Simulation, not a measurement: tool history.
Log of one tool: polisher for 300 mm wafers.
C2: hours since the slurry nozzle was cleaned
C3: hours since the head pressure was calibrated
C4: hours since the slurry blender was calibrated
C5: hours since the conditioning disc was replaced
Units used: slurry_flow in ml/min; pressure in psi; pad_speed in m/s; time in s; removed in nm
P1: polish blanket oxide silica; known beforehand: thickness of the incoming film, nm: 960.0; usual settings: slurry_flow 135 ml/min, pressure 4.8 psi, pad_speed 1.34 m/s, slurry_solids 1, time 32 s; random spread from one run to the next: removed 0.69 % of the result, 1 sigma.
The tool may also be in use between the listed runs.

run 1 hour=8.6 | slurry_flow=135 pressure=4.8 pad_speed=1.34 slurry_solids=1 time=32 | wafers_polished_on_this_pad=395 C2=240.2 C3=106.8 C4=179.2 C5=35 | removed=146.6
run 2 hour=17.3 | slurry_flow=135 pressure=4.8 pad_speed=1.34 slurry_solids=1.35 time=32 | wafers_polished_on_this_pad=475 C2=248.9 C3=115.5 C4=187.9 C5=43.7 | removed=163.68
run 3 hour=31.4 | slurry_flow=135 pressure=4.8 pad_speed=2.06 slurry_solids=1 time=32 | wafers_polished_on_this_pad=604 C2=263 C3=129.6 C4=202 C5=57.8 | removed=206.16
-- hour=39.6 slurry blender recalibrated
run 4 hour=44.5 | slurry_flow=135 pressure=4.8 pad_speed=1.34 slurry_solids=1 time=22 | wafers_polished_on_this_pad=724 C2=276.1 C3=142.7 C4=4.9 C5=70.9 | removed=100.3
run 5 hour=54.9 | slurry_flow=210 pressure=4.8 pad_speed=1.34 slurry_solids=1 time=32 | wafers_polished_on_this_pad=819 C2=286.5 C3=153.1 C4=15.3 C5=81.3 | removed=156.39
run 6 hour=64.9 | slurry_flow=135 pressure=4.8 pad_speed=1.34 slurry_solids=1 time=32 | wafers_polished_on_this_pad=911 C2=296.5 C3=163.1 C4=25.3 C5=91.3 | removed=147.15
run 7 hour=76.4 | slurry_flow=135 pressure=4.8 pad_speed=1.34 slurry_solids=1 time=32 | wafers_polished_on_this_pad=1016 C2=308 C3=174.6 C4=36.8 C5=102.8 | removed=146.23
run 8 hour=87.6 | slurry_flow=135 pressure=4.8 pad_speed=1.34 slurry_solids=1 time=32 | wafers_polished_on_this_pad=1119 C2=319.2 C3=185.8 C4=48 C5=114 | removed=146.61
run 9 hour=101 | slurry_flow=90 pressure=4.8 pad_speed=1.34 slurry_solids=1 time=32 | wafers_polished_on_this_pad=1242 C2=332.6 C3=199.2 C4=61.4 C5=127.4 | removed=133.83
run 10 hour=109.9 | slurry_flow=135 pressure=4.8 pad_speed=1.34 slurry_solids=1 time=48 | wafers_polished_on_this_pad=1323 C2=341.5 C3=208.1 C4=70.3 C5=136.3 | removed=218.82
run 11 hour=122.4 | slurry_flow=135 pressure=4.8 pad_speed=1.34 slurry_solids=0.65 time=32 | wafers_polished_on_this_pad=1438 C2=354 C3=220.6 C4=82.8 C5=148.8 | removed=116.6
run 12 hour=133.1 | slurry_flow=135 pressure=4.8 pad_speed=1.34 slurry_solids=1 time=32 | wafers_polished_on_this_pad=1536 C2=364.7 C3=231.3 C4=93.5 C5=159.5 | removed=147.52
-- hour=135.5 slurry nozzle cleaned
run 13 hour=141.2 | slurry_flow=105 pressure=4.8 pad_speed=1.66 slurry_solids=1 time=32 | wafers_polished_on_this_pad=1610 C2=5.8 C3=239.4 C4=101.6 C5=167.6 | removed=163
run 14 hour=155.9 | slurry_flow=135 pressure=4.8 pad_speed=1.34 slurry_solids=1 time=32 | wafers_polished_on_this_pad=1745 C2=20.5 C3=254.1 C4=116.3 C5=182.3 | removed=144.05
run 15 hour=163.1 | slurry_flow=135 pressure=7.2 pad_speed=1.34 slurry_solids=1 time=32 | wafers_polished_on_this_pad=1811 C2=27.7 C3=261.3 C4=123.5 C5=189.5 | removed=219.43
run 16 hour=173.3 | slurry_flow=135 pressure=2.2 pad_speed=1.34 slurry_solids=1 time=32 | wafers_polished_on_this_pad=1904 C2=37.9 C3=271.5 C4=133.7 C5=199.7 | removed=66.837
run 17 hour=182.4 | slurry_flow=135 pressure=4.8 pad_speed=0.64 slurry_solids=1 time=32 | wafers_polished_on_this_pad=1987 C2=47 C3=280.6 C4=142.8 C5=208.8 | removed=80.615
run 18 hour=188.8 | slurry_flow=135 pressure=4.8 pad_speed=1.34 slurry_solids=1 time=32 | wafers_polished_on_this_pad=2046 C2=53.4 C3=287 C4=149.2 C5=215.2 | removed=146.82
run 19 hour=199.3 | slurry_flow=135 pressure=4.8 pad_speed=1.34 slurry_solids=1 time=32 | wafers_polished_on_this_pad=2142 C2=63.9 C3=297.5 C4=159.7 C5=225.7 | removed=138.93
run 20 hour=210.3 | slurry_flow=135 pressure=4.8 pad_speed=1.34 slurry_solids=1 time=32 | wafers_polished_on_this_pad=2243 C2=74.9 C3=308.5 C4=170.7 C5=236.7 | removed=134.73
-- hour=216.3 slurry blender recalibrated
run 21 hour=217.8 | slurry_flow=135 pressure=4.8 pad_speed=1.34 slurry_solids=1 time=32 | wafers_polished_on_this_pad=2312 C2=82.4 C3=316 C4=1.6 C5=244.2 | removed=134.24
-- hour=221.8 head pressure recalibrated
-- hour=224.9 conditioning disc replaced and pad reconditioned
run 22 hour=225.2 | slurry_flow=135 pressure=4.8 pad_speed=1.34 slurry_solids=1 time=32 | wafers_polished_on_this_pad=2379 C2=89.8 C3=3.4 C4=9 C5=0.4 | removed=132.66
run 23 hour=232.7 | slurry_flow=135 pressure=4.8 pad_speed=1.34 slurry_solids=1 time=32 | wafers_polished_on_this_pad=2448 C2=97.3 C3=10.9 C4=16.5 C5=7.9 | removed=132.07
run 24 hour=241 | slurry_flow=135 pressure=4.8 pad_speed=1.34 slurry_solids=1 time=32 | wafers_polished_on_this_pad=2524 C2=105.6 C3=19.2 C4=24.8 C5=16.2 | removed=132.76

What P1 gives has crept away from where it was. These 2 causes fit the log equally well, each at the size given:
A: removal rate lost through wear of the pad, % = 9.08
B: slurry flow missing at the pad, % = 34
The drift started at roughly hour 188.8.
Each remaining cause and why it is not a fit:
head's pressure below its setpoint, %: was serviced at hour 221.8, once the creep was under way, yet the earlier output never came back
abrasive missing from the slurry, %: was serviced at hour 216.3, once the creep was under way, yet the earlier output never came back
time polished since the conditioner stopped cutting, s: was serviced at hour 224.9, once the creep was under way, yet the earlier output never came back

Each of the check runs listed below is run on 3 wafers and reports their average, with the results left as question marks. Pick the one under which the possible causes would lead to clearly different results.
run check 1 hour=249.3 | slurry_flow=135 pressure=6.9 pad_speed=0.64 slurry_solids=1 time=32 | removed=?
run check 2 hour=249.3 | slurry_flow=205 pressure=4.8 pad_speed=1.34 slurry_solids=1 time=32 | removed=?
run check 3 hour=249.3 | slurry_flow=135 pressure=2.7 pad_speed=1.34 slurry_solids=0.7 time=32 | removed=?
run check 4 hour=249.3 | slurry_flow=135 pressure=4.8 pad_speed=2.06 slurry_solids=1 time=32 | removed=?

What each check would give under each cause:
check=check_1 result=removed if_A=105.95 if_B=105.94
check=check_2 result=removed if_A=142.13 if_B=146.47
check=check_3 result=removed if_A=62.671 if_B=62.664
check=check_4 result=removed if_A=187.78 if_B=187.76
Per check, the gap between the least separated pair of causes, taken in the result that splits them most: check 1 0.01 %; check 2 3.01 %; check 3 0.01 %; check 4 0.01 %
Only check 2 tells the causes apart: in the others they would give nearly the same result.

Check 2 was carried out, with these results: removed 147.08 nm. Which of the listed causes is responsible?

Of the candidate causes, it is B: slurry flow missing at the pad, %.

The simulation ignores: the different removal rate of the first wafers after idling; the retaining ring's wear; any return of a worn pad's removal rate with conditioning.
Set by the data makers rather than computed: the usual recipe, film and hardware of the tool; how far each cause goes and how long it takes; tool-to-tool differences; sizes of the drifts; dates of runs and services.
